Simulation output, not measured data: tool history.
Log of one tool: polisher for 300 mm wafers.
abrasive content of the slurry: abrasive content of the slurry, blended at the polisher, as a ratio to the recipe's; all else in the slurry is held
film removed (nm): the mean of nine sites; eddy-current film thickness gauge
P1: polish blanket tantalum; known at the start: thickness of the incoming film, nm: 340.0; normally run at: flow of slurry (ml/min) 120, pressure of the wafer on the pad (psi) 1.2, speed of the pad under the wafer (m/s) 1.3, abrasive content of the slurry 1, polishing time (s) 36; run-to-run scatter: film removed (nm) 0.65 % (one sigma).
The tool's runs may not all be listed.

run,day,flow of slurry (ml/min),pressure of the wafer on the pad (psi),speed of the pad under the wafer (m/s),abrasive content of the slurry,polishing time (s),wafers polished on this pad,hours since the slurry nozzle was cleaned,hours since the head pressure was calibrated,hours since the slurry blender was calibrated,film removed (nm)
1,0.304,120,1.2,1.3,1,36,504,265.6,575.7,155.6,42.561
2,0.746,120,0.7,1.72,1,36,656,276.2,586.3,166.2,33.12
3,1.075,120,1.2,0.96,1,36,770,284.1,594.2,174.1,31.509
4,1.542,120,1.2,1.84,1,36,931,295.3,605.4,185.3,60.073
# day 1.962: head pressure recalibrated
5,2.004,120,1.2,1.92,1.45,36,1091,306.4,1,196.4,68.927
6,2.375,175,0.7,1.3,1,36,1219,315.3,9.9,205.3,26.725
7,2.921,120,1.2,1.3,1,36,1407,328.4,23,218.4,42.115
# day 3.225: worn pad replaced by a new one
8,3.342,120,1.2,1.3,1,36,41,338.5,33.1,228.5,42.582
9,3.888,120,1.2,1.3,1,36,229,351.6,46.2,241.6,42.465
10,4.283,185,1.2,1.3,1,36,366,361.1,55.7,251.1,46.226
11,4.692,120,1.5,1.3,1,36,507,370.9,65.5,260.9,53.431
12,4.938,120,1.2,1.3,1,36,592,376.8,71.4,266.8,42.56
13,5.221,70,1.2,1.3,1,36,690,383.6,78.2,273.6,36.898
14,5.617,120,1.2,1.3,1,16,826,393.1,87.7,283.1,19.162
15,6.054,120,0.5,1.3,1,36,977,403.6,98.2,293.6,17.477
16,6.542,120,1.2,1.3,1.5,36,1146,415.3,109.9,305.3,46.848
17,7.054,120,1.2,1.3,0.75,36,1323,427.6,122.2,317.6,38.636
18,7.438,120,1.2,1.3,1,51,1455,436.8,131.4,326.8,60.1
19,7.783,120,1.2,1.3,1,36,1574,445.1,139.7,335.1,42.053
20,8.225,120,1.2,1.3,1,36,1727,455.7,150.3,345.7,42.34
21,8.783,120,1.2,1.3,1,36,1920,469.1,163.7,359.1,42.148
22,9.296,120,1.2,1.3,1,36,2097,481.4,176,371.4,39.765
23,9.779,120,1.2,1.3,1,36,2264,493,187.6,383,39.054
24,10.183,120,1.2,1.3,1,36,2403,502.7,197.3,392.7,38.082
25,10.733,120,1.2,1.3,1,36,2593,515.9,210.5,405.9,37.947
# day 10.971: worn pad replaced by a new one
26,11.075,120,1.2,1.3,1,36,36,524.1,218.7,414.1,37.653
27,11.608,120,1.2,1.3,1,36,220,536.9,231.5,426.9,37.194
28,11.896,120,1.2,1.3,1,36,320,543.8,238.4,433.8,37.593

What P1 gives has crept away from where it was. These 3 causes fit the log equally well, each at the size given:
A: abrasive missing from the slurry, % = 32.2
B: slurry flow missing at the pad, % = 38.2
C: head's pressure below its setpoint, % = 11.9
The creep began at about day 8.783.
Why every other cause is out:
removal rate lost through wear of the pad, %: serviced at day 10.971, which brought nothing back

4 check runs are offered, each on 5 wafers whose results are averaged, their results left as question marks. Which one tells the causes apart?
check 1,12.183,120,1.5,1.3,1,22,,,,,?
check 2,12.183,70,1.2,1.3,0.8,36,,,,,?
check 3,12.183,150,1.2,1.78,1,36,,,,,?
check 4,12.183,175,0.8,1.3,1,36,,,,,?

What each check would give under each cause:
check,result,if A,if B,if C
check 1,film removed (nm),28.566,28.573,28.581
check 2,film removed (nm),29.57,28.078,30.176
check 3,film removed (nm),53.437,54.685,53.466
check 4,film removed (nm),26.671,27.667,26.685
How far apart the two closest causes lie, in the result that separates them most: check 1 0.03 %; check 2 2.03 %; check 3 0.05 %; check 4 0.05 %
Only check 2 tells the causes apart: in the others they would give nearly the same result.

Check 2 was then run and gave: film removed (nm) 30.141. Which cause is it?

It is C: head's pressure below its setpoint, %.
